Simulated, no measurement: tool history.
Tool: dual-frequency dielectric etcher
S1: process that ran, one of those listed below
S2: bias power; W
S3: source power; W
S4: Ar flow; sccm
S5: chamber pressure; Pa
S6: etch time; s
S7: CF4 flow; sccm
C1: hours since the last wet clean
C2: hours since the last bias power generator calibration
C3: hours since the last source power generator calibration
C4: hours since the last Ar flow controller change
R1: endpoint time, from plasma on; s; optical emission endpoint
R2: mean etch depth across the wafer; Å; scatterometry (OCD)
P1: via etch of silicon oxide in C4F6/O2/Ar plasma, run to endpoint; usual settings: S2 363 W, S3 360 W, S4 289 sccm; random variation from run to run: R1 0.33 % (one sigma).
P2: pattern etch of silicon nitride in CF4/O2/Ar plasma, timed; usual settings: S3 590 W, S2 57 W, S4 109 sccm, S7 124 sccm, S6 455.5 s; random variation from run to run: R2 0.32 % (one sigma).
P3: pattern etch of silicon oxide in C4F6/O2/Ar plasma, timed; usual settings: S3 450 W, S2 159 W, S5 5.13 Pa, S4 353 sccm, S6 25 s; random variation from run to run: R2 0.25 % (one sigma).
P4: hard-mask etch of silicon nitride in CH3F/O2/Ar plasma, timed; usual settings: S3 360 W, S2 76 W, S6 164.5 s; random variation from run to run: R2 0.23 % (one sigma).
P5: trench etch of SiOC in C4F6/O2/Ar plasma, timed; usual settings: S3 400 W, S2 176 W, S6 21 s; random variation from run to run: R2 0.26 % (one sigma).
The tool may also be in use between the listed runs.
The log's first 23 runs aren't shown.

| run | hour | S1 | S2 | S3 | S4 | S5 | S6 | S7 | C1 | C2 | C3 | C4 | R1 | R2 |
|---|---|---|---|---|---|---|---|---|---|---|---|---|---|---|
| 24 | 76.5 | P3 | 159 | 450 | 353 | 4 | 25 |  | 269.2 | 1961.6 | 679.8 | 2092.4 |  | 806.57 |
| 25 | 78.9 | P5 | 176 | 400 |  |  | 21 |  | 271.6 | 1964 | 682.2 | 2094.8 |  | 433.99 |
| 26 | 82.3 | P3 | 159 | 450 | 353 | 5.13 | 37.5 |  | 275 | 1967.4 | 685.6 | 2098.2 |  | 1172.4 |
| 27 | 84.8 | P1 | 363 | 280 | 289 |  |  |  | 277.5 | 1969.9 | 688.1 | 2100.7 | 31.841 |  |
| 28 | 87.6 | P1 | 363 | 360 | 289 |  |  |  | 280.3 | 1972.7 | 690.9 | 2103.5 | 29.084 |  |
| 29 | 91.2 | P1 | 219 | 460 | 289 |  |  |  | 283.9 | 1976.3 | 694.5 | 2107.1 | 31.317 |  |
| 30 | 95.1 | P3 | 159 | 450 | 353 | 5.13 | 25 |  | 287.8 | 1980.2 | 698.4 | 2111 |  | 781.08 |
| 31 | 99.4 | P2 | 57 | 450 | 109 |  | 455.5 | 124 | 292.1 | 1984.5 | 702.7 | 2115.3 |  | 8535.3 |
| 32 | 102.4 | P1 | 363 | 360 | 393 |  |  |  | 295.1 | 1987.5 | 705.7 | 2118.3 | 30.018 |  |
| 33 | 105.7 | P1 | 363 | 360 | 289 |  |  |  | 298.4 | 1990.8 | 709 | 2121.6 | 29.07 |  |

Forecast run 34:
| 34 | 107.7 | P5 | 176 | 400 |  |  | 13.5 |  | 300.4 | 1992.8 | 711 | 2123.6 |  | ? |

{"run 34": {"R2": 279.08}}
